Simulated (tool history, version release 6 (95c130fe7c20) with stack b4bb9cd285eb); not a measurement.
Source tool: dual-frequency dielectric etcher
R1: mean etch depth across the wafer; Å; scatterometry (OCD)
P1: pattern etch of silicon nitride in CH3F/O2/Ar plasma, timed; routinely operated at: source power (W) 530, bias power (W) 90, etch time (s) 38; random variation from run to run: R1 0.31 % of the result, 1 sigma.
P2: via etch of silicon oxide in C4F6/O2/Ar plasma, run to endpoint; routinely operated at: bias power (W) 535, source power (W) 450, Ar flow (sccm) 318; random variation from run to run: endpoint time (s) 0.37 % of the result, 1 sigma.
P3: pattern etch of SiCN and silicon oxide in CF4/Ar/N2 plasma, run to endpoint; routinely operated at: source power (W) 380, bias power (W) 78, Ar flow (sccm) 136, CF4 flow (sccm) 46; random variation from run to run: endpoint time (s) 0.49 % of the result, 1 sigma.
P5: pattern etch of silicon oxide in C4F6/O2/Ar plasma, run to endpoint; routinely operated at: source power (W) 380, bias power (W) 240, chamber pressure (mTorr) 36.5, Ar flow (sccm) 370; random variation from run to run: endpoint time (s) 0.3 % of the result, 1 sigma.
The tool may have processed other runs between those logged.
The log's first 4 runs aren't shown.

{"run": 5, "hour": 66.5, "process that ran": "P1", "source power (W)": 530, "bias power (W)": 114, "etch time (s)": 38, "R1": 343.98}
{"run": 6, "hour": 75.7, "process that ran": "P1", "source power (W)": 530, "bias power (W)": 90, "etch time (s)": 38, "R1": 315.24}
{"run": 7, "hour": 89.6, "process that ran": "P2", "source power (W)": 450, "bias power (W)": 535, "Ar flow (sccm)": 394, "endpoint time (s)": 36.699}
{"run": 8, "hour": 97.7, "process that ran": "P1", "source power (W)": 410, "bias power (W)": 90, "etch time (s)": 30, "R1": 226.11}
{"run": 9, "hour": 107.9, "process that ran": "P3", "source power (W)": 380, "bias power (W)": 56, "Ar flow (sccm)": 136, "CF4 flow (sccm)": 46, "endpoint time (s)": 27.34}
{"run": 10, "hour": 122.7, "process that ran": "P1", "source power (W)": 530, "bias power (W)": 59, "etch time (s)": 38, "R1": 273.96}
{"run": 11, "hour": 140.7, "process that ran": "P3", "source power (W)": 240, "bias power (W)": 78, "Ar flow (sccm)": 136, "CF4 flow (sccm)": 46, "endpoint time (s)": 35.887}
{"run": 12, "hour": 150.3, "process that ran": "P1", "source power (W)": 530, "bias power (W)": 90, "etch time (s)": 38, "R1": 317.42}
{"run": 13, "hour": 159.9, "process that ran": "P2", "source power (W)": 630, "bias power (W)": 535, "Ar flow (sccm)": 318, "endpoint time (s)": 31.435}
{"run": 14, "hour": 173.8, "process that ran": "P1", "source power (W)": 380, "bias power (W)": 90, "etch time (s)": 38, "R1": 279.12}
{"run": 15, "hour": 185.4, "process that ran": "P5", "source power (W)": 380, "bias power (W)": 314, "Ar flow (sccm)": 370, "chamber pressure (mTorr)": 36.5, "endpoint time (s)": 8.809}
{"run": 16, "hour": 196.2, "process that ran": "P3", "source power (W)": 380, "bias power (W)": 78, "Ar flow (sccm)": 136, "CF4 flow (sccm)": 46, "endpoint time (s)": 23.875}
{"run": 17, "hour": 213.3, "process that ran": "P5", "source power (W)": 490, "bias power (W)": 240, "Ar flow (sccm)": 370, "chamber pressure (mTorr)": 36.5, "endpoint time (s)": 8.7805}
{"run": 18, "hour": 227.4, "process that ran": "P5", "source power (W)": 380, "bias power (W)": 240, "Ar flow (sccm)": 278, "chamber pressure (mTorr)": 36.5, "endpoint time (s)": 9.3949}
{"hour": 230.6, "done": "bias power generator calibrated"}
{"run": 19, "hour": 236.6, "process that ran": "P5", "source power (W)": 380, "bias power (W)": 240, "Ar flow (sccm)": 370, "chamber pressure (mTorr)": 36.5, "endpoint time (s)": 9.6738}
{"run": 20, "hour": 245.2, "process that ran": "P1", "source power (W)": 650, "bias power (W)": 90, "etch time (s)": 38, "R1": 338.5}
{"run": 21, "hour": 259.2, "process that ran": "P2", "source power (W)": 450, "bias power (W)": 535, "Ar flow (sccm)": 318, "endpoint time (s)": 35.649}

What does the tool deliver on the next run?
{"run": 22, "hour": 270.0, "process that ran": "P2", "source power (W)": 450, "bias power (W)": 535, "Ar flow (sccm)": 318, "endpoint time (s)": "?"}

For run 22 the tool returned endpoint time (s) 35.7240.
